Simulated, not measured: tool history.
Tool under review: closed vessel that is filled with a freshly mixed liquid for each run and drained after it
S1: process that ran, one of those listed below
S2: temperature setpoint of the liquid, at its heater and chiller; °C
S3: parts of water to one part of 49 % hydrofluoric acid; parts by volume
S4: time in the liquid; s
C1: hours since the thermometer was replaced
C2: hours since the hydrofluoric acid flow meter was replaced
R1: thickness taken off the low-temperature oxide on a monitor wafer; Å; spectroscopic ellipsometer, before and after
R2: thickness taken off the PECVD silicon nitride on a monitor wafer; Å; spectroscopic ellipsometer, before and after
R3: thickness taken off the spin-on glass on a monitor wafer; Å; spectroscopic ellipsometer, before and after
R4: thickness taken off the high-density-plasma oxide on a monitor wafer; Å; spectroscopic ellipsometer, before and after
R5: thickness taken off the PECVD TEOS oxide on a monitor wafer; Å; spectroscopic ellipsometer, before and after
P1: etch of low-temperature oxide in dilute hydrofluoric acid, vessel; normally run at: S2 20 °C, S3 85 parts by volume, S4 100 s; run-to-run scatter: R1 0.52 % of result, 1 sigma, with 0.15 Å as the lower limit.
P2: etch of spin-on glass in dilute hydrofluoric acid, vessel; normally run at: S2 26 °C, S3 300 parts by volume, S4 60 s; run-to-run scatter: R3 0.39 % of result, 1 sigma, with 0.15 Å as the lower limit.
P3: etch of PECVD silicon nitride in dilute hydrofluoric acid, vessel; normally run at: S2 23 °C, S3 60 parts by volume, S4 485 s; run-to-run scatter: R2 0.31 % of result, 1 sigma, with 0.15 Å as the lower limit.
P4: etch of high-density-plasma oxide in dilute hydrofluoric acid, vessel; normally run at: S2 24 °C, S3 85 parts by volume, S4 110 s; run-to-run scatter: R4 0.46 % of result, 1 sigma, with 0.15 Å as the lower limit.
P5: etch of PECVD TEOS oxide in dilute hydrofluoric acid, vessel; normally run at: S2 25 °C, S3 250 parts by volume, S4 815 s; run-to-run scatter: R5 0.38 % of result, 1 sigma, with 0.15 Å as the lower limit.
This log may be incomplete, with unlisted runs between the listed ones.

| run | hour | S1 | S2 | S3 | S4 | C1 | C2 | R1 | R2 | R3 | R4 | R5 |
|---|---|---|---|---|---|---|---|---|---|---|---|---|
| 1 | 6.3 | P1 | 20 | 85 | 100 | 217.8 | 207.9 | 149.31 |  |  |  |  |
| 2 | 10.8 | P1 | 17 | 25 | 100 | 222.3 | 212.4 | 477.31 |  |  |  |  |
| 3 | 18 | P3 | 17 | 60 | 485 | 229.5 | 219.6 |  | 196.87 |  |  |  |
| 4 | 23.4 | P2 | 26 | 300 | 60 | 234.9 | 225 |  |  | 69.925 |  |  |
| 5 | 28.7 | P4 | 24 | 85 | 30 | 240.2 | 230.3 |  |  |  | 40.049 |  |
| 6 | 33.2 | P5 | 25 | 250 | 815 | 244.7 | 234.8 |  |  |  |  | 471.47 |
| 7 | 38.9 | P3 | 23 | 60 | 485 | 250.4 | 240.5 |  | 300.72 |  |  |  |
| 8 | 45.9 | P4 | 24 | 135 | 110 | 257.4 | 247.5 |  |  |  | 87.505 |  |
| 9 | 51.5 | P5 | 25 | 60 | 815 | 263 | 253.1 |  |  |  |  | 2452.9 |
| 10 | 54.7 | P1 | 17 | 85 | 100 | 266.2 | 256.3 | 132.68 |  |  |  |  |
| 11 | 58.9 | P4 | 24 | 85 | 110 | 270.4 | 260.5 |  |  |  | 146.64 |  |
| 12 | 62.3 | P1 | 20 | 85 | 190 | 273.8 | 263.9 | 283.7 |  |  |  |  |
| 13 | 66.8 | P3 | 23 | 60 | 55 | 278.3 | 268.4 |  | 34.027 |  |  |  |
| 14 | 71 | P5 | 25 | 250 | 1200 | 282.5 | 272.6 |  |  |  |  | 698.57 |
| 15 | 77.8 | P5 | 21 | 250 | 815 | 289.3 | 279.4 |  |  |  |  | 410.88 |
| 16 | 84 | P4 | 28 | 85 | 110 | 295.5 | 285.6 |  |  |  | 174.3 |  |
| 17 | 91.2 | P2 | 32 | 300 | 60 | 302.7 | 292.8 |  |  | 84.696 |  |  |
| 18 | 95.1 | P2 | 26 | 70 | 60 | 306.6 | 296.7 |  |  | 387.09 |  |  |
| 19 | 98.4 | P1 | 20 | 140 | 100 | 309.9 | 300 | 85.058 |  |  |  |  |
| 20 | 104.5 | P1 | 28.5 | 85 | 100 | 316 | 306.1 | 209.97 |  |  |  |  |
| 21 | 109.4 | P1 | 20 | 85 | 100 | 320.9 | 311 | 149.65 |  |  |  |  |
| 22 | 115.9 | P5 | 25 | 250 | 815 | 327.4 | 317.5 |  |  |  |  | 473.23 |
| 23 | 119.7 | P2 | 26 | 300 | 30 | 331.2 | 321.3 |  |  | 34.627 |  |  |
| 24 | 123.5 | P1 | 20 | 85 | 100 | 335 | 325.1 | 148.73 |  |  |  |  |
| 25 | 127 | P1 | 20 | 40 | 100 | 338.5 | 328.6 | 336.14 |  |  |  |  |
| 26 | 131.4 | P3 | 23 | 110 | 485 | 342.9 | 333 |  | 164.78 |  |  |  |
| 27 | 137.7 | P1 | 20 | 85 | 100 | 349.2 | 339.3 | 149.55 |  |  |  |  |
| 28 | 141.3 | P2 | 26 | 300 | 60 | 352.8 | 342.9 |  |  | 70.005 |  |  |
| 29 | 148.3 | P1 | 20 | 85 | 50 | 359.8 | 349.9 | 74.076 |  |  |  |  |
| 30 | 152.9 | P1 | 20 | 85 | 100 | 364.4 | 354.5 | 149.38 |  |  |  |  |

Run 31 is up next; what results do you expect?
| 31 | 156.3 | P1 | 20 | 85 | 100 | 367.8 | 357.9 | ? |  |  |  |  |

{"run 31": {"R1": 150.15}}
